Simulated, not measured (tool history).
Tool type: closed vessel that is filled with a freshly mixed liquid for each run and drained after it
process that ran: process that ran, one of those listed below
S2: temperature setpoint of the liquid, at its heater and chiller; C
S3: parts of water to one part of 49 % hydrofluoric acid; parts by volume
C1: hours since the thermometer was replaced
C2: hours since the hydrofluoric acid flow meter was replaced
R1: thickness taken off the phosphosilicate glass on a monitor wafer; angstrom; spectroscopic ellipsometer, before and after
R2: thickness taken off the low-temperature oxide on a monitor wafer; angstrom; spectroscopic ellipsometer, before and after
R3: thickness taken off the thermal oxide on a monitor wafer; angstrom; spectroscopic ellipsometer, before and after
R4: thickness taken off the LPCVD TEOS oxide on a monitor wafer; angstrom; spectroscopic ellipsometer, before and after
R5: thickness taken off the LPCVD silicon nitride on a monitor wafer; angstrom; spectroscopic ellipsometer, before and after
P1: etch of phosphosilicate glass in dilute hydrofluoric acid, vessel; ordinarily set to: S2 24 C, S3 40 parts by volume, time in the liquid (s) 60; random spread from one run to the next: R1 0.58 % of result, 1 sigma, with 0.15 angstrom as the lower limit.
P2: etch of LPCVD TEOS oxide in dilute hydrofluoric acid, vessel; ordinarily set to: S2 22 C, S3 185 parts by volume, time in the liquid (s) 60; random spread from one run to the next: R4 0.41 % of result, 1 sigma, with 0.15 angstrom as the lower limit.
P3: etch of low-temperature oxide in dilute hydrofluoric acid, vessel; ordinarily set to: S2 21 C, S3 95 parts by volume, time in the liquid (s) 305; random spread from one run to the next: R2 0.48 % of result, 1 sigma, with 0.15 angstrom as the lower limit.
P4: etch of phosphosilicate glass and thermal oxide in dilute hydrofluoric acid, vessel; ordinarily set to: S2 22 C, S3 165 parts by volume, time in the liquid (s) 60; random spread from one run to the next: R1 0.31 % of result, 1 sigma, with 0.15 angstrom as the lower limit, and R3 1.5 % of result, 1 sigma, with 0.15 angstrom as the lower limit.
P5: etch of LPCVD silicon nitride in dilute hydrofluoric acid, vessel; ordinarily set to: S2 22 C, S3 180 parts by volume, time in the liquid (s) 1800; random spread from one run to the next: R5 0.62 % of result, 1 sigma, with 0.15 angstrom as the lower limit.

Run 1, hour 2.9: process that ran P1, S2 24 C, S3 40 parts by volume, time in the liquid (s) 60; C1 1121.9; C2 515.6. Result: R1 1343.6 angstrom.
Run 2, hour 6.5: process that ran P1, S2 19.5 C, S3 20 parts by volume, time in the liquid (s) 60; C1 1125.5; C2 519.2. Result: R1 2278.8 angstrom.
Run 3, hour 11.1: process that ran P3, S2 21 C, S3 95 parts by volume, time in the liquid (s) 550; C1 1130.1; C2 523.8. Result: R2 536.31 angstrom.
Run 4, hour 16.2: process that ran P1, S2 24 C, S3 40 parts by volume, time in the liquid (s) 60; C1 1135.2; C2 528.9. Result: R1 1337.9 angstrom.
Run 5, hour 20.4: process that ran P4, S2 22 C, S3 45 parts by volume, time in the liquid (s) 60; C1 1139.4; C2 533.1. Result: R1 2202 angstrom, R3 56.754 angstrom.
Run 6, hour 24.4: process that ran P2, S2 22 C, S3 185 parts by volume, time in the liquid (s) 30; C1 1143.4; C2 537.1. Result: R4 71.208 angstrom.
Run 7, hour 28.2: process that ran P3, S2 21 C, S3 40 parts by volume, time in the liquid (s) 305; C1 1147.2; C2 540.9. Result: R2 754.12 angstrom.
Run 8, hour 33.8: process that ran P1, S2 24 C, S3 40 parts by volume, time in the liquid (s) 60; C1 1152.8; C2 546.5. Result: R1 1341.2 angstrom.
Run 9, hour 38.1: process that ran P5, S2 22 C, S3 180 parts by volume, time in the liquid (s) 3100; C1 1157.1; C2 550.8. Result: R5 88.131 angstrom.
Run 10, hour 41.3: process that ran P2, S2 22 C, S3 35 parts by volume, time in the liquid (s) 60; C1 1160.3; C2 554. Result: R4 903.72 angstrom.
Run 11, hour 46: process that ran P4, S2 22 C, S3 165 parts by volume, time in the liquid (s) 60; C1 1165; C2 558.7. Result: R1 523.49 angstrom, R3 14.083 angstrom.
Run 12, hour 50.6: process that ran P1, S2 24 C, S3 40 parts by volume, time in the liquid (s) 60; C1 1169.6; C2 563.3. Result: R1 1353.1 angstrom.
Run 13, hour 55.1: process that ran P3, S2 21 C, S3 95 parts by volume, time in the liquid (s) 305; C1 1174.1; C2 567.8. Result: R2 295.04 angstrom.
Run 14, hour 60.9: process that ran P2, S2 22 C, S3 185 parts by volume, time in the liquid (s) 60; C1 1179.9; C2 573.6. Result: R4 143.02 angstrom.
Run 15, hour 65.8: process that ran P1, S2 30.5 C, S3 55 parts by volume, time in the liquid (s) 60; C1 1184.8; C2 578.5. Result: R1 1247.1 angstrom.
Run 16, hour 71.7: process that ran P1, S2 28.5 C, S3 40 parts by volume, time in the liquid (s) 60; C1 1190.7; C2 584.4. Result: R1 1629.1 angstrom.
Run 17, hour 76.8: process that ran P5, S2 18 C, S3 180 parts by volume, time in the liquid (s) 1800; C1 1195.8; C2 589.5. Result: R5 39.305 angstrom.
Run 18, hour 82.2: process that ran P2, S2 17 C, S3 185 parts by volume, time in the liquid (s) 60; C1 1201.2; C2 594.9. Result: R4 116.75 angstrom.
Run 19, hour 88.1: process that ran P1, S2 18.5 C, S3 40 parts by volume, time in the liquid (s) 60; C1 1207.1; C2 600.8. Result: R1 1062.8 angstrom.
Run 20, hour 93.9: process that ran P1, S2 24 C, S3 40 parts by volume, time in the liquid (s) 60; C1 1212.9; C2 606.6. Result: R1 1348.2 angstrom.
Run 21, hour 98.9: process that ran P5, S2 22 C, S3 180 parts by volume, time in the liquid (s) 1800; C1 1217.9; C2 611.6. Result: R5 51.401 angstrom.
Run 22, hour 103.5: process that ran P1, S2 24 C, S3 20 parts by volume, time in the liquid (s) 60; C1 1222.5; C2 616.2. Result: R1 2749.9 angstrom.
Run 23, hour 107: process that ran P5, S2 22 C, S3 275 parts by volume, time in the liquid (s) 1800; C1 1226; C2 619.7. Result: R5 34.481 angstrom.
Run 24, hour 111.9: process that ran P3, S2 17.5 C, S3 95 parts by volume, time in the liquid (s) 305; C1 1230.9; C2 624.6. Result: R2 253.27 angstrom.
Run 25, hour 115.7: process that ran P1, S2 24 C, S3 70 parts by volume, time in the liquid (s) 60; C1 1234.7; C2 628.4. Result: R1 745.98 angstrom.
Run 26, hour 120.1: process that ran P1, S2 24 C, S3 40 parts by volume, time in the liquid (s) 120; C1 1239.1; C2 632.8. Result: R1 2702.7 angstrom.
Run 27, hour 124.3: process that ran P4, S2 17 C, S3 165 parts by volume, time in the liquid (s) 60; C1 1243.3; C2 637. Result: R1 427.74 angstrom, R3 11.263 angstrom.
Run 28, hour 130.1: process that ran P1, S2 24 C, S3 40 parts by volume, time in the liquid (s) 30; C1 1249.1; C2 642.8. Result: R1 672.34 angstrom.
Run 29, hour 133.7: process that ran P4, S2 22 C, S3 165 parts by volume, time in the liquid (s) 30; C1 1252.7; C2 646.4. Result: R1 260.87 angstrom, R3 6.7925 angstrom.
Run 30, hour 139.4: process that ran P1, S2 20 C, S3 60 parts by volume, time in the liquid (s) 60; C1 1258.4; C2 652.1. Result: R1 739.45 angstrom.
Run 31, hour 144.2: process that ran P1, S2 24 C, S3 40 parts by volume, time in the liquid (s) 60; C1 1263.2; C2 656.9. Result: R1 1361.7 angstrom.
Run 32, hour 147.5: process that ran P1, S2 24 C, S3 40 parts by volume, time in the liquid (s) 60; C1 1266.5; C2 660.2. Result: R1 1402.1 angstrom.
Run 33, hour 151.8: process that ran P1, S2 24 C, S3 40 parts by volume, time in the liquid (s) 60; C1 1270.8; C2 664.5. Result: R1 1436.6 angstrom.
Run 34, hour 155.1: process that ran P1, S2 24 C, S3 40 parts by volume, time in the liquid (s) 60; C1 1274.1; C2 667.8. Result: R1 1456.6 angstrom.
Run 35, hour 158.5: process that ran P1, S2 24 C, S3 40 parts by volume, time in the liquid (s) 60; C1 1277.5; C2 671.2. Result: R1 1464.8 angstrom.
Run 36, hour 161.5: process that ran P1, S2 24 C, S3 40 parts by volume, time in the liquid (s) 60; C1 1280.5; C2 674.2. Result: R1 1472.3 angstrom.
Run 37, hour 164.9: process that ran P1, S2 24 C, S3 40 parts by volume, time in the liquid (s) 60; C1 1283.9; C2 677.6. Result: R1 1467.1 angstrom.

Compared with where it was, what P1 gives has crept away. Each cause listed below fits the log as well as the rest, at the size given for it:
A: hydrofluoric acid flow above the setpoint (%) = 8.56
B: liquid hotter than its thermometer reads (K) = 2.11
The gradual shift began around hour 144.2.

Of the 4 check runs listed below, each run on one wafer and each result written as a question mark, which would let you distinguish the listed causes because they would give clearly different results?
Run check 1, hour 168.3: process that ran P5, S2 22 C, S3 180 parts by volume, time in the liquid (s) 3075. Result: R5 ?.
Run check 2, hour 168.3: process that ran P2, S2 17 C, S3 50 parts by volume, time in the liquid (s) 60. Result: R4 ?.
Run check 3, hour 168.3: process that ran P4, S2 22 C, S3 55 parts by volume, time in the liquid (s) 30. Result: R1 ?, R3 ?.
Run check 4, hour 168.3: process that ran P3, S2 17.5 C, S3 45 parts by volume, time in the liquid (s) 305. Result: R2 ?.

Predicted outcomes, by check and by cause:
  check  result    if A    if B
check 1      R5  94.886  100.26
check 2      R4   544.4  546.87
check 3      R1  973.03  972.54
check 3      R3  25.431  25.418
check 4      R2  623.09  626.06
Gap, in per cent, between the two causes that each check separates least, read from the result that separates them most: check 1 5.51 %; check 2 0.45 %; check 3 0.05 %; check 4 0.48 %
Check 1 distinguishes between the causes, while the remaining checks would return nearly the same result for all of them.

After running check 1, the following was obtained: R5 96.114 angstrom. Which cause does this point to?

The cause is A: hydrofluoric acid flow above the setpoint (%).

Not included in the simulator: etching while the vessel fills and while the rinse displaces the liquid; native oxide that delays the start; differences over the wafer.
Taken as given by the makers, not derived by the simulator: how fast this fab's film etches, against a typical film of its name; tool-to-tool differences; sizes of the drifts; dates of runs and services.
